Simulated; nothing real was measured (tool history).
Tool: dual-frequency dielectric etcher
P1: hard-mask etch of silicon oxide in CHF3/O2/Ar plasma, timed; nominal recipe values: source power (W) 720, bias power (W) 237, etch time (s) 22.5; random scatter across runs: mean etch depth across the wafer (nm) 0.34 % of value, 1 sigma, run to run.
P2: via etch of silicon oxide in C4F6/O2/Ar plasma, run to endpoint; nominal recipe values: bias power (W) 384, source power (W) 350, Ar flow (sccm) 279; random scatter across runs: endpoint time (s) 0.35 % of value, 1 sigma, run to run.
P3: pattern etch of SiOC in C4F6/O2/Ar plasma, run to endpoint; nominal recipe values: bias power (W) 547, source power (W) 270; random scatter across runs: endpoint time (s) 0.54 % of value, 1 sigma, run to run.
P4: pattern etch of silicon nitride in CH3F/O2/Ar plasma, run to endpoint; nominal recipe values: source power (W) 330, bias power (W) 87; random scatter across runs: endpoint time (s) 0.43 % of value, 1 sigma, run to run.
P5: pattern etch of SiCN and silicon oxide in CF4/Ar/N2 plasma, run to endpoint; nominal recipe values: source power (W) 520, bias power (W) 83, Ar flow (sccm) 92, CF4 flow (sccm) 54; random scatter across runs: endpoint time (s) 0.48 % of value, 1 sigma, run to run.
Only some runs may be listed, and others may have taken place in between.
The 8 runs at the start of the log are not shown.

run,hour,process that ran,source power (W),bias power (W),etch time (s),Ar flow (sccm),CF4 flow (sccm),mean etch depth across the wafer (nm),endpoint time (s)
9,63.4,P1,720,237,22.5,,,53.425,
10,71.3,P4,420,87,,,,,51.541
11,81.5,P1,720,237,22.5,,,53.257,
12,87.6,P1,960,290,22.5,,,64.135,
13,95.2,P5,520,83,,92,75,,11.443
14,102.4,P2,350,235,,279,,,34.468
15,108.8,P1,720,332,22.5,,,60.711,
16,115.6,P2,350,384,,202,,,28.046
17,124.3,P3,270,547,,,,,18.430
18,131.4,P4,330,87,,,,,56.574
19,140.2,P1,720,180,22.5,,,48.536,
20,146.7,P3,160,547,,,,,22.141
21,156.8,P5,340,83,,92,54,,17.482
22,166.3,P2,200,384,,279,,,35.826
23,174.9,P1,920,237,12.5,,,32.665,
24,183.8,P5,520,105,,92,54,,11.033
25,191.1,P1,590,237,22.5,,,49.631,
26,197.9,P1,720,237,22.5,,,53.337,
27,207.3,P1,1010,237,22.5,,,60.512,
28,215.1,P5,520,83,,116,54,,12.519
29,223.1,P2,350,384,,279,,,29.263
30,231.8,P1,720,237,22.5,,,53.638,
31,239.6,P1,720,237,22.5,,,52.916,

Run 32 has not been measured yet. What should we expect?
32,248.4,P1,720,237,22.5,,,?,

Run 32 yielded mean etch depth across the wafer (nm) 52.738.

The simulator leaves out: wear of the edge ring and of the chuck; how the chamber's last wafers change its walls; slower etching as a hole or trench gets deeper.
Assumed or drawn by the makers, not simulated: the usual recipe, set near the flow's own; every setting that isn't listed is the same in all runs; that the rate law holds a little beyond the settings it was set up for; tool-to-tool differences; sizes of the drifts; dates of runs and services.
